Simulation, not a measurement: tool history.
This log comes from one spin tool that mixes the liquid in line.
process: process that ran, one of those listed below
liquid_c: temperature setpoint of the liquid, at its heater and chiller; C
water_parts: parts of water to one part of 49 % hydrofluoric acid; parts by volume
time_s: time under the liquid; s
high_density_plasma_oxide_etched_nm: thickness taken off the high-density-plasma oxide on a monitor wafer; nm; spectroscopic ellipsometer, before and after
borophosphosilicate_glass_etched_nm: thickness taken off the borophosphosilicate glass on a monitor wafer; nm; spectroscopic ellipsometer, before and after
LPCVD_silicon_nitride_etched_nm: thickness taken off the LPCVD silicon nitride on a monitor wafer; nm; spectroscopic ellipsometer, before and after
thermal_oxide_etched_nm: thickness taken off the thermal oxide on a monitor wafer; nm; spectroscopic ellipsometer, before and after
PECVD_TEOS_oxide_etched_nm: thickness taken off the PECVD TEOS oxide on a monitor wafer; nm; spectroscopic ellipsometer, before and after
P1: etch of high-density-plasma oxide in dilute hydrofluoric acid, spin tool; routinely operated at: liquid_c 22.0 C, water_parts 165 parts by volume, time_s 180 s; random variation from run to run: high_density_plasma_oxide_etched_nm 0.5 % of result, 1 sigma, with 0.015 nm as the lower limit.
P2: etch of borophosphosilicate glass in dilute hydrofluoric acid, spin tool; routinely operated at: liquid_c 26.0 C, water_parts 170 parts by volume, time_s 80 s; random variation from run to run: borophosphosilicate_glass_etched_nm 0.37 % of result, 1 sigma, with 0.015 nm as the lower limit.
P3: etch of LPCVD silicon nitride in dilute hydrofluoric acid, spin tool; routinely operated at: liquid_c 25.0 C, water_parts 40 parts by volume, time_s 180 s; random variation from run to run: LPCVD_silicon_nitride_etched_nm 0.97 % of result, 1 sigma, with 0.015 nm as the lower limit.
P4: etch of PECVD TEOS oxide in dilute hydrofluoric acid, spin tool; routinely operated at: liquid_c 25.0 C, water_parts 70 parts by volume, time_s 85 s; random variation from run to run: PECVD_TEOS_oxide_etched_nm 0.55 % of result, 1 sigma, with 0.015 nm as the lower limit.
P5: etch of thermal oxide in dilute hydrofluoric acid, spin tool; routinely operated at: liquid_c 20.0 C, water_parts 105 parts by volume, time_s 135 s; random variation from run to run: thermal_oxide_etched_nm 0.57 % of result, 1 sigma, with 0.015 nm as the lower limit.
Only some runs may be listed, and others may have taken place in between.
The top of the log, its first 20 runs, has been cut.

run   hour  process  liquid_c  water_parts  time_s  high_density_plasma_oxide_etched_nm  borophosphosilicate_glass_etched_nm  LPCVD_silicon_nitride_etched_nm  thermal_oxide_etched_nm  PECVD_TEOS_oxide_etched_nm
 21  126.9       P1      22.0          165      65                              2.66140
 22  132.7       P5      27.5          105     135                                                                                                                              7.4573
 23  136.6       P5      20.0          105     255                                                                                                                             10.4510
 24  141.8       P1      26.0          285     180                              4.30230
 25  146.3       P2      26.0          170      35                                                                    10.640
 26  154.9       P4      25.0           70     160                                                                                                                                                          66.989
 27  162.5       P5      20.0          105     135                                                                                                                              5.5187
 28  167.0       P4      25.0           70      85                                                                                                                                                          35.889
 29  170.9       P5      20.0          105     135                                                                                                                              5.5212
 30  177.2       P1      26.0          165      15                              0.72753

Run 31 has not been measured yet. What should we expect?
 31  181.8       P2      26.0          170      80                                                                         ?

borophosphosilicate_glass_etched_nm: 24.215 nm

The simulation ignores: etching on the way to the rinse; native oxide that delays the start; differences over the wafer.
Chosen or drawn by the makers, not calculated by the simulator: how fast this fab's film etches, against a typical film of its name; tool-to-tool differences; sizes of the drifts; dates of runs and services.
